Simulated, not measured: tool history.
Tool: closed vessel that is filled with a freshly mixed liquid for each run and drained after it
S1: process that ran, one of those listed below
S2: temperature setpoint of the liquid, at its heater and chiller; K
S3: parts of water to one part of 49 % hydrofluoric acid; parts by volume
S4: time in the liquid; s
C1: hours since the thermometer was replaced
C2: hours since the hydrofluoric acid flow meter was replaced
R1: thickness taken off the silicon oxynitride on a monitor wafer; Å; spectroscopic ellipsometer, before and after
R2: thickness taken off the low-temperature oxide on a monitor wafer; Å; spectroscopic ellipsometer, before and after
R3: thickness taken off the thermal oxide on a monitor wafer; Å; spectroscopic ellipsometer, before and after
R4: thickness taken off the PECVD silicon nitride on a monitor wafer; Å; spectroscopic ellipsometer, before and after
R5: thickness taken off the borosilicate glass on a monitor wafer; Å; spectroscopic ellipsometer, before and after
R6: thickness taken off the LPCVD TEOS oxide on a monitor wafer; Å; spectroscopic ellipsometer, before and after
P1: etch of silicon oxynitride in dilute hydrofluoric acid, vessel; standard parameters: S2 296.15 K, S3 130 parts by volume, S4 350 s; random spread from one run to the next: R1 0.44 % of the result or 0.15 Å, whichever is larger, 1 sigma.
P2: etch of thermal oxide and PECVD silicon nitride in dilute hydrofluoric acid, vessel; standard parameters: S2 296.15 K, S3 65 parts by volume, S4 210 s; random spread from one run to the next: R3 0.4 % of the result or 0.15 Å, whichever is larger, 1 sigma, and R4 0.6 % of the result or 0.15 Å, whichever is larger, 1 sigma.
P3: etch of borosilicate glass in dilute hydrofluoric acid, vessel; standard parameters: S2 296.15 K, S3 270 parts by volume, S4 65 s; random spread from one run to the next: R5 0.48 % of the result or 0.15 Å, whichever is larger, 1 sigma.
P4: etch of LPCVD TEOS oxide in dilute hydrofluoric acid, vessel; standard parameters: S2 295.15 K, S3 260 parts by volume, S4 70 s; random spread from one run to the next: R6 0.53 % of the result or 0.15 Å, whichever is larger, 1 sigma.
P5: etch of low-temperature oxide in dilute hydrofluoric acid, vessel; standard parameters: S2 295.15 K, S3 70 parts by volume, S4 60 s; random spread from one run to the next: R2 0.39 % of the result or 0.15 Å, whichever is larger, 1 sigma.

run	day	S1	S2	S3	S4	C1	C2	R1	R2	R3	R4	R5	R6
1	0.383	P1	296.15	130	350	1435.0	442.4	107.440					
2	0.767	P1	290.15	130	350	1444.2	451.6	79.874					
3	1.083	P5	290.15	70	60	1451.8	459.2		136.93				
4	1.296	P1	296.15	130	350	1456.9	464.3	105.800					
5	1.517	P5	295.15	70	60	1462.2	469.6		167.96				
6	1.821	P2	296.15	65	210	1469.5	476.9			157.51	54.159		
7	2.175	P3	304.15	270	65	1478.0	485.4					58.520	
8	2.500	P3	296.15	270	65	1485.8	493.2					44.384	
9	2.771	P2	296.15	65	210	1492.3	499.7			157.40	53.970		
10	3.092	P2	296.15	65	400	1500.0	507.4			301.14	102.500		
11	3.450	P3	296.15	270	65	1508.6	516.0					44.613	
12	3.708	P1	296.15	130	350	1514.8	522.2	106.110					
13	4.025	P1	296.15	235	350	1522.4	529.8	54.603					
14	4.383	P2	296.15	25	210	1531.0	538.4			433.23	136.700		
15	4.667	P4	290.15	260	70	1537.8	545.2						40.170
16	4.875	P1	296.15	130	350	1542.8	550.2	105.950					
17	5.171	P1	296.15	70	350	1549.9	557.3	210.010					
18	5.504	P4	295.15	260	70	1557.9	565.3						48.405
19	5.679	P3	296.15	270	105	1562.1	569.5					71.929	
20	5.929	P2	303.65	65	210	1568.1	575.5			211.89	87.358		
21	6.200	P4	295.15	260	110	1574.6	582.0						76.224
22	6.408	P5	295.15	70	110	1579.6	587.0		308.94				
23	6.600	P1	296.15	215	85	1584.2	591.6	14.551					
24	6.938	P1	296.15	130	350	1592.3	599.7	106.350					
25	7.217	P5	295.15	20	60	1599.0	606.4		630.15				
26	7.512	P1	296.15	130	105	1606.1	613.5	31.809					
27	7.800	P1	302.15	25	350	1613.0	620.4	805.570					
28	7.983	P1	296.15	130	675	1617.4	624.8	203.900					
29	8.200	P5	295.15	70	60	1622.6	630.0		168.46				
30	8.558	P1	301.15	130	350	1631.2	638.6	134.050					
31	8.729	P4	295.15	45	70	1635.3	642.7						354.330
32	8.912	P1	296.15	130	350	1639.7	647.1	106.670					
33	9.238	P3	296.15	55	65	1647.5	654.9					278.730	
34	9.433	P1	296.15	130	350	1652.2	659.6	106.250					
35	9.692	P1	296.15	130	350	1658.4	665.8	112.040					
36	9.992	P1	296.15	130	350	1665.6	673.0	114.730					
37	10.175	P1	296.15	130	350	1670.0	677.4	115.550					
38	10.375	P1	296.15	130	350	1674.8	682.2	115.880					
39	10.692	P1	296.15	130	350	1682.4	689.8	116.960					
40	10.942	P1	296.15	130	350	1688.4	695.8	117.820					

Compared with where it was, what P1 gives has crept away. Each cause listed below fits the log as well as the rest, at the size given for it:
A: liquid hotter than its thermometer reads (K) = 2.01
B: hydrofluoric acid flow above the setpoint (%) = 8.85
The drift started at roughly day 9.433.

Below are 4 check runs, each on a single wafer, with their results shown as question marks. Which of them would tell the listed causes apart, meaning the causes would give clearly different results under it?
check 1	11.192	P2	299.15	65	345					?	?		
check 2	11.192	P4	290.15	80	70								?
check 3	11.192	P5	295.15	70	95				?				
check 4	11.192	P3	296.15	55	65							?	

Outcome of each check run for each possible cause:
check	result	if A	if B
check 1	R3	316.56	320.45
check 1	R4	123.260	117.490
check 2	R6	168.480	169.610
check 3	R2	289.57	292.39
check 4	R5	302.380	304.850
How far apart the two closest causes lie, in the result that separates them most: check 1 4.8 %; check 2 0.67 %; check 3 0.97 %; check 4 0.81 %
The causes can be told apart only by check 1. The other checks would give nearly the same results under each of them.

Check 1 was carried out, with these results: R3 318.65 Å; R4 118.450 Å. Which of the listed causes is responsible?

B is the cause: hydrofluoric acid flow above the setpoint (%).
